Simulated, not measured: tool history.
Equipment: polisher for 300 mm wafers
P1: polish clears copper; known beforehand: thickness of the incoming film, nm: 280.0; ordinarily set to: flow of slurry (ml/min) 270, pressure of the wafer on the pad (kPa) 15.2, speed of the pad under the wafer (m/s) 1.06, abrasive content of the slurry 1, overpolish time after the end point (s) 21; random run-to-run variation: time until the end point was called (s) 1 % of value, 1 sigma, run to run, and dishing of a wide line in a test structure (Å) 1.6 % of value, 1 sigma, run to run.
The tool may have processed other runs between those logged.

run	day	flow of slurry (ml/min)	pressure of the wafer on the pad (kPa)	speed of the pad under the wafer (m/s)	abrasive content of the slurry	overpolish time after the end point (s)	wafers polished on this pad	hours since the slurry nozzle was cleaned	hours since the head pressure was calibrated	hours since the slurry blender was calibrated	time until the end point was called (s)	dishing of a wide line in a test structure (Å)
1	0.338	270	15.2	1.06	1	21	143	437.6	559.2	120.8	96.166	307.89
2	0.658	270	15.2	1.06	1	21	199	445.3	566.9	128.5	95.206	301.01
3	0.808	160	15.2	1.06	1	21	225	448.9	570.5	132.1	103.94	299.52
4	1.129	270	15.2	1.06	1	21	281	456.6	578.2	139.8	95.92	311.59
5	1.383	270	22.1	1.06	1	21	326	462.7	584.3	145.9	66.245	380.9
6	1.604	270	15.2	1.66	1	21	364	468	589.6	151.2	62.27	385.51
# day 1.746: head pressure recalibrated
7	1.8	270	15.2	1.06	0.5	21	398	472.7	1.3	155.9	110.81	284.1
8	2.067	270	15.2	1.06	1	21	445	479.1	7.7	162.3	97.18	306.56
9	2.362	270	15.2	0.64	1	21	496	486.2	14.8	169.4	157.38	214.15
10	2.596	405	15.2	1.06	1	21	537	491.8	20.4	175	92.721	309.9
11	2.8	270	15.2	1.06	1	21	572	496.7	25.3	179.9	94.948	308.03
12	3.112	270	15.2	1.06	1	40	627	504.2	32.8	187.4	95.751	425.76
13	3.408	270	10.3	1.38	1	21	678	511.3	39.9	194.5	107.63	270.59
14	3.604	270	15.2	1.06	1	21	712	516	44.6	199.2	96.416	303.92
15	3.783	270	15.2	1.06	1	6	744	520.3	48.9	203.5	95.546	118.18
16	3.946	270	15.2	1.06	1.35	21	772	524.2	52.8	207.4	90.368	324.19
# day 4.183: slurry nozzle cleaned
17	4.221	270	15.2	1.42	1	35	820	1	59.4	214	71.404	445.08

Run 18, settings as shown, results not yet in. Your forecast:
18	4.479	270	10.3	1.06	1	8	865	7.2	65.6	220.2	?	?

time until the end point was called (s): 141.23
dishing of a wide line in a test structure (Å): 105.54
